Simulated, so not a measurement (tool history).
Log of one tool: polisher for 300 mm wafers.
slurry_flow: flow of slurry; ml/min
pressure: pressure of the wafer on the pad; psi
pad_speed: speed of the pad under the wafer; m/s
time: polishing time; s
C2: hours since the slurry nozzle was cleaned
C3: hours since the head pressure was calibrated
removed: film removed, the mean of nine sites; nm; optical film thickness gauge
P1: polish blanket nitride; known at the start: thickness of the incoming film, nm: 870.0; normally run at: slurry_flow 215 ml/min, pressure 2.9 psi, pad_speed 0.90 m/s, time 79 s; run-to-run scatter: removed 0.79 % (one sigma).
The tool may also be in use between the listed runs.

Run 1, hour 2.4: slurry_flow 215 ml/min, pressure 2.9 psi, pad_speed 0.90 m/s, time 79 s; wafers polished on this pad 583; C2 154.7; C3 96.7. Result: removed 103.300 nm.
Run 2, hour 6.1: slurry_flow 215 ml/min, pressure 2.2 psi, pad_speed 1.26 m/s, time 79 s; wafers polished on this pad 625; C2 158.4; C3 100.4. Result: removed 104.180 nm.
Run 3, hour 10.7: slurry_flow 215 ml/min, pressure 2.9 psi, pad_speed 1.42 m/s, time 79 s; wafers polished on this pad 678; C2 163.0; C3 105.0. Result: removed 150.790 nm.
Run 4, hour 14.8: slurry_flow 215 ml/min, pressure 2.9 psi, pad_speed 0.90 m/s, time 123 s; wafers polished on this pad 726; C2 167.1; C3 109.1. Result: removed 161.960 nm.
Run 5, hour 17.5: slurry_flow 215 ml/min, pressure 2.9 psi, pad_speed 0.42 m/s, time 79 s; wafers polished on this pad 757; C2 169.8; C3 111.8. Result: removed 57.319 nm.
Run 6, hour 20.6: slurry_flow 215 ml/min, pressure 4.4 psi, pad_speed 0.90 m/s, time 79 s; wafers polished on this pad 792; C2 172.9; C3 114.9. Result: removed 159.260 nm.
Run 7, hour 25.2: slurry_flow 215 ml/min, pressure 1.5 psi, pad_speed 0.90 m/s, time 79 s; wafers polished on this pad 845; C2 177.5; C3 119.5. Result: removed 54.023 nm.
Run 8, hour 29.1: slurry_flow 215 ml/min, pressure 2.9 psi, pad_speed 0.90 m/s, time 79 s; wafers polished on this pad 890; C2 181.4; C3 123.4. Result: removed 105.710 nm.
Run 9, hour 33.3: slurry_flow 310 ml/min, pressure 2.9 psi, pad_speed 0.90 m/s, time 79 s; wafers polished on this pad 939; C2 185.6; C3 127.6. Result: removed 107.330 nm.
At hour 34.7: slurry nozzle cleaned.
Run 10, hour 35.6: slurry_flow 130 ml/min, pressure 2.9 psi, pad_speed 0.90 m/s, time 79 s; wafers polished on this pad 965; C2 0.9; C3 129.9. Result: removed 97.001 nm.
Run 11, hour 40.3: slurry_flow 215 ml/min, pressure 2.9 psi, pad_speed 0.90 m/s, time 79 s; wafers polished on this pad 1019; C2 5.6; C3 134.6. Result: removed 102.950 nm.
Run 12, hour 43.7: slurry_flow 215 ml/min, pressure 2.9 psi, pad_speed 0.90 m/s, time 79 s; wafers polished on this pad 1058; C2 9.0; C3 138.0. Result: removed 104.940 nm.
Run 13, hour 47.1: slurry_flow 215 ml/min, pressure 1.7 psi, pad_speed 1.40 m/s, time 79 s; wafers polished on this pad 1098; C2 12.4; C3 141.4. Result: removed 88.181 nm.

Forecast run 14:
Run 14, hour 49.8: slurry_flow 215 ml/min, pressure 2.9 psi, pad_speed 0.90 m/s, time 36 s; wafers polished on this pad 1129; C2 15.1; C3 144.1. Result: removed ?.

removed: 47.987 nm
